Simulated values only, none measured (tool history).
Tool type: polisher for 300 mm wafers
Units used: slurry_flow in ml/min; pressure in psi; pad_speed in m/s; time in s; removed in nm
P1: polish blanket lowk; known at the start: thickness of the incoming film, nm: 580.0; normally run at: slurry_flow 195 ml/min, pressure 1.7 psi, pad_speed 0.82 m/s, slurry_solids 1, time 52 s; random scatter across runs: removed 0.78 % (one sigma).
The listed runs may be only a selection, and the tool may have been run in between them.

Run 1, hour 7.2: slurry_flow 195 ml/min, pressure 1.7 psi, pad_speed 0.82 m/s, slurry_solids 1, time 52 s. Result: removed 15.431 nm.
Run 2, hour 17.2: slurry_flow 195 ml/min, pressure 1.7 psi, pad_speed 0.82 m/s, slurry_solids 1, time 52 s. Result: removed 15.217 nm.
Run 3, hour 32: slurry_flow 310 ml/min, pressure 1.7 psi, pad_speed 0.82 m/s, slurry_solids 1, time 52 s. Result: removed 16.122 nm.
Run 4, hour 42.1: slurry_flow 195 ml/min, pressure 1.7 psi, pad_speed 0.82 m/s, slurry_solids 0.65, time 52 s. Result: removed 12.484 nm.
Run 5, hour 54.4: slurry_flow 195 ml/min, pressure 1.7 psi, pad_speed 0.82 m/s, slurry_solids 0.65, time 66 s. Result: removed 15.537 nm.
Run 6, hour 66.6: slurry_flow 195 ml/min, pressure 1.7 psi, pad_speed 0.82 m/s, slurry_solids 1, time 76 s. Result: removed 22.623 nm.
Run 7, hour 74.7: slurry_flow 195 ml/min, pressure 2.6 psi, pad_speed 0.82 m/s, slurry_solids 1, time 52 s. Result: removed 23.458 nm.
Run 8, hour 81.4: slurry_flow 115 ml/min, pressure 1.7 psi, pad_speed 0.82 m/s, slurry_solids 1, time 52 s. Result: removed 13.988 nm.
Run 9, hour 90: slurry_flow 195 ml/min, pressure 1.7 psi, pad_speed 1.04 m/s, slurry_solids 1, time 38 s. Result: removed 13.543 nm.
Run 10, hour 98.9: slurry_flow 130 ml/min, pressure 1.7 psi, pad_speed 1.06 m/s, slurry_solids 1, time 52 s. Result: removed 17.321 nm.
Run 11, hour 109.8: slurry_flow 195 ml/min, pressure 1.7 psi, pad_speed 0.44 m/s, slurry_solids 1, time 52 s. Result: removed 9.2416 nm.
Run 12, hour 116.4: slurry_flow 195 ml/min, pressure 0.8 psi, pad_speed 0.82 m/s, slurry_solids 1, time 52 s. Result: removed 7.2628 nm.
Run 13, hour 129.9: slurry_flow 195 ml/min, pressure 1.7 psi, pad_speed 0.82 m/s, slurry_solids 1, time 36 s. Result: removed 10.568 nm.
Run 14, hour 138.2: slurry_flow 195 ml/min, pressure 1.7 psi, pad_speed 0.82 m/s, slurry_solids 1, time 52 s. Result: removed 15.363 nm.
Run 15, hour 149.2: slurry_flow 195 ml/min, pressure 1.7 psi, pad_speed 0.82 m/s, slurry_solids 1, time 52 s. Result: removed 15.322 nm.

For run 16, what comes out?
Run 16, hour 156.7: slurry_flow 195 ml/min, pressure 1.7 psi, pad_speed 1.04 m/s, slurry_solids 1, time 52 s. Result: removed ?.

{"run 16": {"removed": 18.656}}
